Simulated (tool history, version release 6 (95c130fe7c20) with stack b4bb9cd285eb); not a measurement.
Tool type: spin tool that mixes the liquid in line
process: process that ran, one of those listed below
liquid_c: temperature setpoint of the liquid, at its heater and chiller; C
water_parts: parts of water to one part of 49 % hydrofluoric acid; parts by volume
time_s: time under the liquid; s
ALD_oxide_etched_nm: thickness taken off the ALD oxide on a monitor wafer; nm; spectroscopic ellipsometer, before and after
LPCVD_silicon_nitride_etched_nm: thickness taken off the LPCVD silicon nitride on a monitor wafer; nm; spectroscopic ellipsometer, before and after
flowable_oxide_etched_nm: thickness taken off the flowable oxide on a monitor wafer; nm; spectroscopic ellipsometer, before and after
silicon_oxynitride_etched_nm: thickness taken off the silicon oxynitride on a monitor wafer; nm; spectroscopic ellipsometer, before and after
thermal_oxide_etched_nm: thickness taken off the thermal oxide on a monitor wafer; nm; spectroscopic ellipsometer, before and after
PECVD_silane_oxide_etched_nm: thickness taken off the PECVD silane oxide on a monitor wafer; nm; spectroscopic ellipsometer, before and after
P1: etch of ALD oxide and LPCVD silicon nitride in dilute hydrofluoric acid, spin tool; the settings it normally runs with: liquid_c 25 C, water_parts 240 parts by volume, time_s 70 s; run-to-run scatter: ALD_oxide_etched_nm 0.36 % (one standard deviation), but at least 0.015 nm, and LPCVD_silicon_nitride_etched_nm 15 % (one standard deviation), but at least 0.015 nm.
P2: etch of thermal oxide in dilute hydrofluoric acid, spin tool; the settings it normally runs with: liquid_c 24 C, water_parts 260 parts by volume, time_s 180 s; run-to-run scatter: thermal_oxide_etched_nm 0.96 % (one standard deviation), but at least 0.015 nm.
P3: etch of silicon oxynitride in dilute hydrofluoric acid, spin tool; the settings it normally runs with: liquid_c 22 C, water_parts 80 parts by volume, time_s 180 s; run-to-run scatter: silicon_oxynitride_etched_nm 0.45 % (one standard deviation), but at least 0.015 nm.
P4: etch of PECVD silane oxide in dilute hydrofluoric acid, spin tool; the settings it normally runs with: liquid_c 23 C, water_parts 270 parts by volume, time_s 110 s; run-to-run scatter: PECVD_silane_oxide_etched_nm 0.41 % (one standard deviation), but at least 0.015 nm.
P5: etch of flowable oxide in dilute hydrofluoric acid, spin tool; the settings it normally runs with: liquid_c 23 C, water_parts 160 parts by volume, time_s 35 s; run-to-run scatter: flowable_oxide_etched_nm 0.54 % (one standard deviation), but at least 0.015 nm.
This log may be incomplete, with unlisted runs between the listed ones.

run,day,process,liquid_c,water_parts,time_s,hours since the thermometer was replaced,hours since the hydrofluoric acid flow meter was replaced,ALD_oxide_etched_nm,LPCVD_silicon_nitride_etched_nm,flowable_oxide_etched_nm,silicon_oxynitride_etched_nm,thermal_oxide_etched_nm,PECVD_silane_oxide_etched_nm
1,0.212,P1,25,240,70,883.5,1666.4,6.1372,0.17789,,,,
2,0.425,P5,23,160,15,888.6,1671.5,,,3.2551,,,
3,0.579,P3,22,80,180,892.3,1675.2,,,,8.6058,,
4,0.692,P1,25,240,70,895,1677.9,6.1449,0.14513,,,,
5,0.846,P1,25,240,70,898.7,1681.6,6.135,0.092003,,,,
6,1.025,P1,25,240,120,903,1685.9,10.519,0.29741,,,,
# day 1.058: thermometer replaced
7,1.25,P1,25,240,70,4.7,1691.3,6.1555,0.15456,,,,
8,1.458,P5,30.5,160,35,9.7,1696.3,,,9.9872,,,
9,1.654,P2,24,260,180,14.4,1701,,,,,2.8598,
10,1.838,P4,17,270,110,18.8,1705.4,,,,,,10.937
11,1.971,P3,22,145,180,22,1708.6,,,,4.5007,,
12,2.075,P2,24,260,15,24.5,1711.1,,,,,0.25369,
13,2.3,P1,25,435,70,29.9,1716.5,2.8245,0.089007,,,,
14,2.5,P5,23,225,35,34.7,1721.3,,,5.0194,,,
15,2.712,P2,17.5,260,180,39.8,1726.4,,,,,2.2422,
16,2.9,P1,29,240,70,44.3,1730.9,7.0055,0.14851,,,,
17,3.058,P2,24,45,180,48.1,1734.7,,,,,20.847,
18,3.188,P3,17,80,180,51.2,1737.8,,,,6.6992,,
19,3.342,P4,23,270,110,54.9,1741.5,,,,,,13.637
20,3.508,P1,25,240,30,58.9,1745.5,2.636,0.019139,,,,
21,3.721,P4,23,270,60,64,1750.6,,,,,,7.4839
22,3.879,P1,30.5,240,130,67.8,1754.4,13.848,0.37082,,,,
23,4.054,P1,25,240,70,72,1758.6,6.2083,0.14508,,,,
24,4.158,P3,22,80,180,74.5,1761.1,,,,8.6496,,
25,4.275,P5,23,160,35,77.3,1763.9,,,7.5252,,,
26,4.408,P1,25,145,70,80.5,1767.1,11.277,0.21143,,,,
27,4.575,P4,23,450,110,84.5,1771.1,,,,,,6.9826
28,4.783,P1,25,240,70,89.5,1776.1,6.138,0.13827,,,,
29,5.008,P1,21,240,70,94.9,1781.5,5.3087,0.12575,,,,
30,5.183,P3,22,80,75,99.1,1785.7,,,,3.5913,,
31,5.292,P1,25,240,70,101.7,1788.3,6.1824,0.14302,,,,
32,5.488,P1,25,240,70,106.4,1793,6.3587,0.12206,,,,
33,5.633,P1,25,240,70,109.9,1796.5,6.4084,0.1285,,,,
34,5.746,P1,25,240,70,112.6,1799.2,6.5018,0.16879,,,,
35,5.912,P1,25,240,70,116.6,1803.2,6.5742,0.15698,,,,
36,6.025,P1,25,240,70,119.3,1805.9,6.5797,0.12705,,,,
37,6.146,P1,25,240,70,122.2,1808.8,6.5287,0.16983,,,,
38,6.362,P1,25,240,70,127.4,1814,6.5596,0.15545,,,,
39,6.508,P1,25,240,70,130.9,1817.5,6.4858,0.12837,,,,

The log shows P1 creeping away from where it was. Any of the 2 causes listed here, at the size stated for it, fits the log just as well as the others:
A: liquid hotter than its thermometer reads (K) = 1.8
B: hydrofluoric acid flow above the setpoint (%) = 5.2
The onset of the drift is placed at about day 5.292.

You are offered 4 check runs, listed below with question marks in place of their results; each one averages 2 wafers. Which run separates the listed causes by giving clearly different results for each?
check 1,6.654,P5,30,160,15,,,,,?,,,
check 2,6.654,P4,17.5,270,110,,,,,,,,?
check 3,6.654,P2,20.5,260,15,,,,,,,?,
check 4,6.654,P3,17.5,120,180,,,,,,?,,

What each check would give under each cause:
check,result,if A,if B
check 1,flowable_oxide_etched_nm,4.4697,4.4581
check 2,PECVD_silane_oxide_etched_nm,11.962,11.894
check 3,thermal_oxide_etched_nm,0.22137,0.22064
check 4,silicon_oxynitride_etched_nm,4.8947,4.7319
Smallest distance between any two causes, each pair judged by its most separating result, in per cent: check 1 0.26 %; check 2 0.57 %; check 3 0.33 %; check 4 3.38 %
Only in check 4 would the causes give clearly different results; in the remaining checks their results would be nearly the same.

After running check 4, the following was obtained: silicon_oxynitride_etched_nm 4.7033 nm. Which cause does this point to?

The cause is B: hydrofluoric acid flow above the setpoint (%).
